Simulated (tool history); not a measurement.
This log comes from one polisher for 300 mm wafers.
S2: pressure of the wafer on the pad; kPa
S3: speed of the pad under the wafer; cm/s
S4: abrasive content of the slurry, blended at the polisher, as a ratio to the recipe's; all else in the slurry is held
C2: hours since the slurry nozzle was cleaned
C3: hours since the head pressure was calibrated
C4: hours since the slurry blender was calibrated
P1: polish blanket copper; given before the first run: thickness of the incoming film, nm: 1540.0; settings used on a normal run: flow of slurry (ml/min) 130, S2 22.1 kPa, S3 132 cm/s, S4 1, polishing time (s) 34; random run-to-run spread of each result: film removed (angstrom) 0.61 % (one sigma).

Run 1, hour 5: flow of slurry (ml/min) 130, S2 22.1 kPa, S3 132 cm/s, S4 1, polishing time (s) 34; wafers polished on this pad 519; C2 348.8; C3 296.5; C4 49.6. Result: film removed (angstrom) 1591.5.
Run 2, hour 11.5: flow of slurry (ml/min) 130, S2 22.1 kPa, S3 132 cm/s, S4 1, polishing time (s) 34; wafers polished on this pad 577; C2 355.3; C3 303; C4 56.1. Result: film removed (angstrom) 1600.3.
Run 3, hour 20.9: flow of slurry (ml/min) 130, S2 22.1 kPa, S3 98 cm/s, S4 1, polishing time (s) 34; wafers polished on this pad 662; C2 364.7; C3 312.4; C4 65.5. Result: film removed (angstrom) 1177.
Run 4, hour 27.5: flow of slurry (ml/min) 130, S2 13.1 kPa, S3 132 cm/s, S4 1, polishing time (s) 34; wafers polished on this pad 722; C2 371.3; C3 319; C4 72.1. Result: film removed (angstrom) 954.82.
Run 5, hour 33.7: flow of slurry (ml/min) 190, S2 22.1 kPa, S3 82 cm/s, S4 1, polishing time (s) 34; wafers polished on this pad 778; C2 377.5; C3 325.2; C4 78.3. Result: film removed (angstrom) 1069.8.
Run 6, hour 40.2: flow of slurry (ml/min) 190, S2 22.1 kPa, S3 132 cm/s, S4 1, polishing time (s) 34; wafers polished on this pad 836; C2 384; C3 331.7; C4 84.8. Result: film removed (angstrom) 1711.
At hour 42.5: head pressure recalibrated.
Run 7, hour 44.4: flow of slurry (ml/min) 130, S2 22.1 kPa, S3 132 cm/s, S4 1, polishing time (s) 34; wafers polished on this pad 874; C2 388.2; C3 1.9; C4 89. Result: film removed (angstrom) 1592.3.
Run 8, hour 52.3: flow of slurry (ml/min) 130, S2 22.1 kPa, S3 174 cm/s, S4 1, polishing time (s) 34; wafers polished on this pad 946; C2 396.1; C3 9.8; C4 96.9. Result: film removed (angstrom) 2095.8.
Run 9, hour 57: flow of slurry (ml/min) 130, S2 22.1 kPa, S3 132 cm/s, S4 1, polishing time (s) 51; wafers polished on this pad 988; C2 400.8; C3 14.5; C4 101.6. Result: film removed (angstrom) 2403.4.
Run 10, hour 61.4: flow of slurry (ml/min) 130, S2 22.1 kPa, S3 132 cm/s, S4 1, polishing time (s) 15; wafers polished on this pad 1028; C2 405.2; C3 18.9; C4 106. Result: film removed (angstrom) 711.85.
Run 11, hour 69.8: flow of slurry (ml/min) 130, S2 22.1 kPa, S3 132 cm/s, S4 0.65, polishing time (s) 34; wafers polished on this pad 1104; C2 413.6; C3 27.3; C4 114.4. Result: film removed (angstrom) 1449.1.
Run 12, hour 79.1: flow of slurry (ml/min) 130, S2 22.1 kPa, S3 132 cm/s, S4 1.4, polishing time (s) 34; wafers polished on this pad 1188; C2 422.9; C3 36.6; C4 123.7. Result: film removed (angstrom) 1724.3.
Run 13, hour 86.5: flow of slurry (ml/min) 130, S2 22.1 kPa, S3 132 cm/s, S4 0.75, polishing time (s) 25; wafers polished on this pad 1254; C2 430.3; C3 44; C4 131.1. Result: film removed (angstrom) 1100.9.
Run 14, hour 92.1: flow of slurry (ml/min) 130, S2 22.1 kPa, S3 132 cm/s, S4 1, polishing time (s) 34; wafers polished on this pad 1305; C2 435.9; C3 49.6; C4 136.7. Result: film removed (angstrom) 1592.6.
Run 15, hour 96.4: flow of slurry (ml/min) 130, S2 32.4 kPa, S3 132 cm/s, S4 1, polishing time (s) 34; wafers polished on this pad 1344; C2 440.2; C3 53.9; C4 141. Result: film removed (angstrom) 2348.3.
Run 16, hour 106: flow of slurry (ml/min) 80, S2 22.1 kPa, S3 132 cm/s, S4 1, polishing time (s) 34; wafers polished on this pad 1430; C2 449.8; C3 63.5; C4 150.6. Result: film removed (angstrom) 1411.1.
Run 17, hour 112.8: flow of slurry (ml/min) 130, S2 22.1 kPa, S3 132 cm/s, S4 1, polishing time (s) 34; wafers polished on this pad 1492; C2 456.6; C3 70.3; C4 157.4. Result: film removed (angstrom) 1616.4.
Run 18, hour 117.2: flow of slurry (ml/min) 130, S2 22.1 kPa, S3 132 cm/s, S4 1, polishing time (s) 34; wafers polished on this pad 1531; C2 461; C3 74.7; C4 161.8. Result: film removed (angstrom) 1553.3.
Run 19, hour 121.8: flow of slurry (ml/min) 130, S2 22.1 kPa, S3 132 cm/s, S4 1, polishing time (s) 34; wafers polished on this pad 1573; C2 465.6; C3 79.3; C4 166.4. Result: film removed (angstrom) 1531.9.
Run 20, hour 126.4: flow of slurry (ml/min) 130, S2 22.1 kPa, S3 132 cm/s, S4 1, polishing time (s) 34; wafers polished on this pad 1615; C2 470.2; C3 83.9; C4 171. Result: film removed (angstrom) 1502.6.
Run 21, hour 132.3: flow of slurry (ml/min) 130, S2 22.1 kPa, S3 132 cm/s, S4 1, polishing time (s) 34; wafers polished on this pad 1668; C2 476.1; C3 89.8; C4 176.9. Result: film removed (angstrom) 1500.1.
Run 22, hour 136.5: flow of slurry (ml/min) 130, S2 22.1 kPa, S3 132 cm/s, S4 1, polishing time (s) 34; wafers polished on this pad 1706; C2 480.3; C3 94; C4 181.1. Result: film removed (angstrom) 1492.1.
At hour 140.9: head pressure recalibrated.
At hour 141.5: worn pad replaced by a new one.
Run 23, hour 145.5: flow of slurry (ml/min) 130, S2 22.1 kPa, S3 132 cm/s, S4 1, polishing time (s) 34; wafers polished on this pad 36; C2 489.3; C3 4.6; C4 190.1. Result: film removed (angstrom) 1487.5.
Run 24, hour 151.2: flow of slurry (ml/min) 130, S2 22.1 kPa, S3 132 cm/s, S4 1, polishing time (s) 34; wafers polished on this pad 88; C2 495; C3 10.3; C4 195.8. Result: film removed (angstrom) 1496.4.

Something has made what P1 gives creep away from where it was; the 2 causes below, each at its own stated size, fit the log equally well:
A: abrasive missing from the slurry, % = 30.7
B: slurry flow missing at the pad, % = 28.4
Creep in the process output first set in at about hour 112.8.
Why every other cause is out:
removal rate lost through wear of the pad, %: its service at hour 141.5 followed the start of the drift and did not put the process back to its old value
head's pressure below its setpoint, %: its service at hour 140.9 followed the start of the drift and did not put the process back to its old value

Consider the 4 check runs below, whose results appear as question marks and each of which averages 3 wafers. Which one distinguishes the causes, in that each cause would give it a clearly different result?
Run check 1, hour 156.9: flow of slurry (ml/min) 130, S2 22.1 kPa, S3 132 cm/s, S4 1, polishing time (s) 24. Result: film removed (angstrom) ?.
Run check 2, hour 156.9: flow of slurry (ml/min) 130, S2 22.1 kPa, S3 98 cm/s, S4 1, polishing time (s) 34. Result: film removed (angstrom) ?.
Run check 3, hour 156.9: flow of slurry (ml/min) 130, S2 22.1 kPa, S3 132 cm/s, S4 1.15, polishing time (s) 34. Result: film removed (angstrom) ?.
Run check 4, hour 156.9: flow of slurry (ml/min) 90, S2 22.1 kPa, S3 132 cm/s, S4 1, polishing time (s) 34. Result: film removed (angstrom) ?.

If the cause were each of the candidates in turn, the checks would give the following:
  check                   result    if A    if B
check 1  film removed (angstrom)  1046.2  1046.2
check 2  film removed (angstrom)  1100.4  1100.4
check 3  film removed (angstrom)  1525.5  1527.6
check 4  film removed (angstrom)  1360.1  1321.4
Smallest distance between any two causes, each pair judged by its most separating result, in per cent: check 1 0 %; check 2 0 %; check 3 0.13 %; check 4 2.88 %
Check 4 is the one run that separates the causes; every other check would come out nearly the same whichever cause is at work.

With check 4 done, the readings were: film removed (angstrom) 1351.3. Identify which of the listed causes applies.

It was cause A: abrasive missing from the slurry, %.

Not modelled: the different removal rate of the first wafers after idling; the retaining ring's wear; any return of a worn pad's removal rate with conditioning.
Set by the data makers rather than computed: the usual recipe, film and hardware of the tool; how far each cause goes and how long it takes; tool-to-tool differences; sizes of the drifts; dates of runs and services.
